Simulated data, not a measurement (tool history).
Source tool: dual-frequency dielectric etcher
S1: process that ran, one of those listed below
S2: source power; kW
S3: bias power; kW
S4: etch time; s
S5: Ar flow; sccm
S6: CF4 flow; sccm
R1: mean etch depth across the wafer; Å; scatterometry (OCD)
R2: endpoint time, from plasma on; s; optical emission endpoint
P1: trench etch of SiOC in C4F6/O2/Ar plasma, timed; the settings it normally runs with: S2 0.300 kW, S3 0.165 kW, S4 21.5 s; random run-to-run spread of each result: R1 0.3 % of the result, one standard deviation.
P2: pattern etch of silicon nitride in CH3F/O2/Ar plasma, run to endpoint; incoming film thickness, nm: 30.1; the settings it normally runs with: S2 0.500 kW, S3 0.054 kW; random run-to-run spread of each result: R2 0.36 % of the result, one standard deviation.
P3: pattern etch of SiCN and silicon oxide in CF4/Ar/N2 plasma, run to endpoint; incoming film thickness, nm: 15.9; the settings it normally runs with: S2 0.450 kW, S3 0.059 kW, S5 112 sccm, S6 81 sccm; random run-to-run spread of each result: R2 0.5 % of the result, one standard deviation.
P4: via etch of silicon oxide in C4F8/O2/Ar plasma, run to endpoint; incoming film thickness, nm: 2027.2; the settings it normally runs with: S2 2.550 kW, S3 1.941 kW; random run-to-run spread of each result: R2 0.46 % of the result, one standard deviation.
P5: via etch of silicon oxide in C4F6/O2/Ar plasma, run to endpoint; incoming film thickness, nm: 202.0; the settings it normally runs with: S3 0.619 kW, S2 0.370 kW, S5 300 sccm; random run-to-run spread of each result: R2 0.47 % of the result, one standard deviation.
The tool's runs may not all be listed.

run	day	S1	S2	S3	S4	S5	S6	R1	R2
1	0.204	P1	0.300	0.165	21.5			381.90	
2	0.496	P4	2.550	1.941					361.970
3	0.746	P4	2.550	2.535					332.240
4	1.129	P1	0.300	0.165	14.0			248.12	
# day 1.217: source power generator calibrated
5	1.500	P1	0.180	0.203	21.5			333.63	
6	1.892	P1	0.300	0.165	21.5			380.64	
7	2.250	P1	0.300	0.226	21.5			422.40	
8	2.533	P2	0.500	0.037					48.668
9	2.908	P3	0.300	0.059		112	81		28.150
10	3.258	P1	0.170	0.165	21.5			306.19	
11	3.562	P1	0.420	0.165	13.5			272.95	
12	3.921	P3	0.450	0.059		67	81		18.258
13	4.379	P4	2.550	1.941					361.990
14	4.692	P5	0.370	0.619		300			41.952
15	4.988	P1	0.300	0.165	27.5			485.19	
16	5.267	P1	0.430	0.165	21.5			438.61	
17	5.592	P5	0.370	0.619		300			42.063
18	5.804	P1	0.300	0.165	21.5			380.13	
19	6.158	P1	0.300	0.165	21.5			382.41	
20	6.571	P3	0.450	0.059		112	81		19.765
21	6.808	P4	3.530	1.941					317.200
22	7.125	P3	0.450	0.059		112	66		20.266
23	7.533	P2	0.360	0.054					49.831
24	7.912	P5	0.220	0.619		300			50.611
25	8.354	P1	0.300	0.165	21.5			382.22	
26	8.692	P5	0.370	0.743		300			39.067
27	9.012	P1	0.370	0.165	28.5			551.34	
28	9.450	P3	0.450	0.081		112	81		17.645
29	9.842	P1	0.300	0.111	21.5			338.78	
30	10.196	P2	0.500	0.054					43.771
31	10.488	P5	0.370	0.619		385			43.295
32	10.892	P1	0.300	0.165	21.5			380.35	
33	11.242	P1	0.300	0.165	21.5			382.71	
34	11.604	P1	0.300	0.165	21.5			385.44	
35	11.838	P1	0.300	0.165	21.5			385.48	
36	12.138	P1	0.300	0.165	21.5			386.75	
# day 12.354: wet clean of the chamber
37	12.483	P1	0.300	0.165	21.5			388.19	
38	12.846	P1	0.300	0.165	21.5			388.14	

What P1 gives has crept away from where it was. These 2 causes fit the log equally well, each at the size given:
A: bias power that arrives over what is set, % = 4.75
B: source power that arrives over what is set, % = 3.88
The gradual shift began around day 10.892.
Other possible causes, and why each is ruled out:
chamber walls in a state that raises the etch rate, %: serviced at day 12.354, after the drift had started, without restoring the earlier output

4 check runs are offered, each on 5 wafers whose results are averaged, their results left as question marks. Which one tells the causes apart?
check 1	13.208	P5	0.370	0.716		300			?
check 2	13.208	P4	2.920	1.941					?
check 3	13.208	P2	0.380	0.040					?
check 4	13.208	P3	0.450	0.059		72	81		?

If the cause were each of the candidates in turn, the checks would give the following:
check	result	if A	if B
check 1	R2	39.007	39.183
check 2	R2	336.100	335.260
check 3	R2	52.550	52.483
check 4	R2	18.115	17.755
Distance between the nearest two causes, measured in the result of the check that separates them most: check 1 0.45 %; check 2 0.25 %; check 3 0.13 %; check 4 2 %
The other checks would show nearly matching results whichever cause is true, so check 4 is the only one that separates the causes.

Check 4 was then run and gave: R2 18.108 s. Which cause is it?

The correct cause is A, namely: bias power that arrives over what is set, %.
